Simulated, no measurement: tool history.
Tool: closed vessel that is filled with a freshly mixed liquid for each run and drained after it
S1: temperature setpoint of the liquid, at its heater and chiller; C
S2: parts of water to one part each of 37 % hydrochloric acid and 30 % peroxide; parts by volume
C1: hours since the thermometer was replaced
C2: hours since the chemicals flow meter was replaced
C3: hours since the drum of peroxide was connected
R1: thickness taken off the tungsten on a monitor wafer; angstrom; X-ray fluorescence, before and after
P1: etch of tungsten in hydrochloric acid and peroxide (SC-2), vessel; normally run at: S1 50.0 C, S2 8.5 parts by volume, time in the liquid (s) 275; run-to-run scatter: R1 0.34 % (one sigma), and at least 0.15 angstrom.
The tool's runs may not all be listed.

run 1 hour=11.0 | S1=50.0 S2=8.5 time_in_the_liquid_(s)=275 | C1=215.8 C2=1577.7 C3=170.4 | R1=347.360
-- hour=23.3 thermometer replaced
run 2 hour=25.0 | S1=50.0 S2=8.5 time_in_the_liquid_(s)=275 | C1=1.7 C2=1591.7 C3=184.4 | R1=348.040
run 3 hour=41.9 | S1=50.0 S2=8.5 time_in_the_liquid_(s)=30 | C1=18.6 C2=1608.6 C3=201.3 | R1=37.857
run 4 hour=57.5 | S1=50.0 S2=8.5 time_in_the_liquid_(s)=275 | C1=34.2 C2=1624.2 C3=216.9 | R1=349.010
run 5 hour=75.2 | S1=35.0 S2=8.5 time_in_the_liquid_(s)=275 | C1=51.9 C2=1641.9 C3=234.6 | R1=122.110
run 6 hour=87.1 | S1=50.0 S2=8.5 time_in_the_liquid_(s)=275 | C1=63.8 C2=1653.8 C3=246.5 | R1=349.020
run 7 hour=104.6 | S1=63.5 S2=8.5 time_in_the_liquid_(s)=275 | C1=81.3 C2=1671.3 C3=264.0 | R1=820.750
run 8 hour=116.1 | S1=50.0 S2=8.5 time_in_the_liquid_(s)=275 | C1=92.8 C2=1682.8 C3=275.5 | R1=347.270
run 9 hour=129.4 | S1=50.0 S2=4.0 time_in_the_liquid_(s)=275 | C1=106.1 C2=1696.1 C3=288.8 | R1=608.680
run 10 hour=144.7 | S1=50.0 S2=15.0 time_in_the_liquid_(s)=275 | C1=121.4 C2=1711.4 C3=304.1 | R1=215.140
run 11 hour=156.9 | S1=50.0 S2=8.5 time_in_the_liquid_(s)=545 | C1=133.6 C2=1723.6 C3=316.3 | R1=692.050
run 12 hour=166.3 | S1=50.0 S2=4.0 time_in_the_liquid_(s)=30 | C1=143.0 C2=1733.0 C3=325.7 | R1=66.766
run 13 hour=176.2 | S1=42.5 S2=8.5 time_in_the_liquid_(s)=90 | C1=152.9 C2=1742.9 C3=335.6 | R1=68.142
run 14 hour=184.8 | S1=50.0 S2=8.5 time_in_the_liquid_(s)=275 | C1=161.5 C2=1751.5 C3=344.2 | R1=348.260
run 15 hour=199.4 | S1=50.0 S2=8.5 time_in_the_liquid_(s)=275 | C1=176.1 C2=1766.1 C3=358.8 | R1=335.920
run 16 hour=213.7 | S1=50.0 S2=8.5 time_in_the_liquid_(s)=275 | C1=190.4 C2=1780.4 C3=373.1 | R1=328.950
-- hour=228.6 new drum of peroxide connected
run 17 hour=228.9 | S1=50.0 S2=8.5 time_in_the_liquid_(s)=275 | C1=205.6 C2=1795.6 C3=0.4 | R1=322.990
run 18 hour=237.1 | S1=50.0 S2=8.5 time_in_the_liquid_(s)=275 | C1=213.8 C2=1803.8 C3=8.6 | R1=322.960
run 19 hour=249.4 | S1=50.0 S2=8.5 time_in_the_liquid_(s)=275 | C1=226.1 C2=1816.1 C3=20.9 | R1=319.450
run 20 hour=260.6 | S1=50.0 S2=8.5 time_in_the_liquid_(s)=275 | C1=237.3 C2=1827.3 C3=32.1 | R1=319.690
run 21 hour=273.9 | S1=50.0 S2=8.5 time_in_the_liquid_(s)=275 | C1=250.6 C2=1840.6 C3=45.4 | R1=319.760
run 22 hour=288.9 | S1=50.0 S2=8.5 time_in_the_liquid_(s)=275 | C1=265.6 C2=1855.6 C3=60.4 | R1=317.250

Forecast run 23:
run 23 hour=306.7 | S1=50.0 S2=8.5 time_in_the_liquid_(s)=275 | C1=283.4 C2=1873.4 C3=78.2 | R1=?

{"run 23": {"R1": 317.79}}
